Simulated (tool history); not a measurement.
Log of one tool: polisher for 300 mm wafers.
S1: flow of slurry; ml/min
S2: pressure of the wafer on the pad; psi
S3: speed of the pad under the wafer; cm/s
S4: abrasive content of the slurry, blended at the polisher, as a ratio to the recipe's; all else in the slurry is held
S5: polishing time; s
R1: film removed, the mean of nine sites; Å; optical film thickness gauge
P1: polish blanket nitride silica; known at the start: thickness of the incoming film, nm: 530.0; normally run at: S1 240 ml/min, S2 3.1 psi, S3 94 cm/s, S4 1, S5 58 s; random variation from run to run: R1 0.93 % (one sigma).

run,day,S1,S2,S3,S4,S5,R1
1,0.188,240,3.1,94,1,58,348.16
2,0.512,240,3.1,94,1,58,352.06
3,0.762,240,3.1,94,1,58,354.62
4,1.033,240,3.1,94,1,87,528.86
5,1.25,240,3.1,94,1.25,58,390.9
6,1.529,145,3.1,94,1,58,324.31
7,1.8,240,3.1,46,1,58,196.86
8,1.946,240,4.5,94,1,58,506.51
9,2.088,240,3.1,94,1,58,357.06
# day 2.179: conditioning disc replaced and pad reconditioned
10,2.296,240,3.1,94,1,58,351.46
11,2.475,240,3.1,146,1,58,504.16
12,2.617,145,3.1,130,1,58,424.54
13,2.933,335,3.1,94,1,58,368.41
14,3.225,240,3.1,94,1,30,180.91
15,3.379,240,2.1,94,1,58,241.8
16,3.671,240,3.1,94,0.6,58,267.85
17,3.846,240,3.1,94,1,58,352.43
18,4.046,240,3.1,94,1,58,338.15
19,4.262,240,3.1,94,1,58,332.77
20,4.592,240,3.1,94,1,58,325.38
21,4.912,240,3.1,94,1,58,320.67
# day 5.096: slurry nozzle cleaned
22,5.242,240,3.1,94,1,58,308.52
23,5.483,240,3.1,94,1,58,318.56
# day 5.512: conditioning disc replaced and pad reconditioned
24,5.771,240,3.1,94,1,58,307.29
# day 5.858: head pressure recalibrated
25,5.933,240,3.1,94,1,58,311.22
26,6.217,240,3.1,94,1,58,314.21
27,6.417,240,3.1,94,1,58,307.54
28,6.671,240,3.1,94,1,58,308.63

What P1 gives has crept away from where it was. These 2 causes fit the log equally well, each at the size given:
A: removal rate lost through wear of the pad, % = 12.4
B: abrasive missing from the slurry, % = 23.8
The creep began at about day 3.846.
Why every other cause is out:
slurry flow missing at the pad, %: serviced at day 5.096, which brought nothing back
head's pressure below its setpoint, %: serviced at day 5.858, which brought nothing back
time polished since the conditioner stopped cutting, s: serviced at day 5.512, which brought nothing back

4 check runs are offered, each on 5 wafers whose results are averaged, their results left as question marks. Which one tells the causes apart?
check 1,6.925,240,3.1,118,1,58,?
check 2,6.925,145,3.1,94,1,58,?
check 3,6.925,240,3.1,54,0.6,58,?
check 4,6.925,240,4.3,94,1,43,?

What each check would give under each cause:
check,result,if A,if B
check 1,R1,369.95,369.82
check 2,R1,287.29,287.18
check 3,R1,151.92,146.77
check 4,R1,317.17,317.05
How far apart the two closest causes lie, in the result that separates them most: check 1 0.04 %; check 2 0.04 %; check 3 3.45 %; check 4 0.04 %
Only check 3 tells the causes apart: in the others they would give nearly the same result.

Then check 3 was run and gave: R1 145.43 Å. Which cause is it?

It is B: abrasive missing from the slurry, %.

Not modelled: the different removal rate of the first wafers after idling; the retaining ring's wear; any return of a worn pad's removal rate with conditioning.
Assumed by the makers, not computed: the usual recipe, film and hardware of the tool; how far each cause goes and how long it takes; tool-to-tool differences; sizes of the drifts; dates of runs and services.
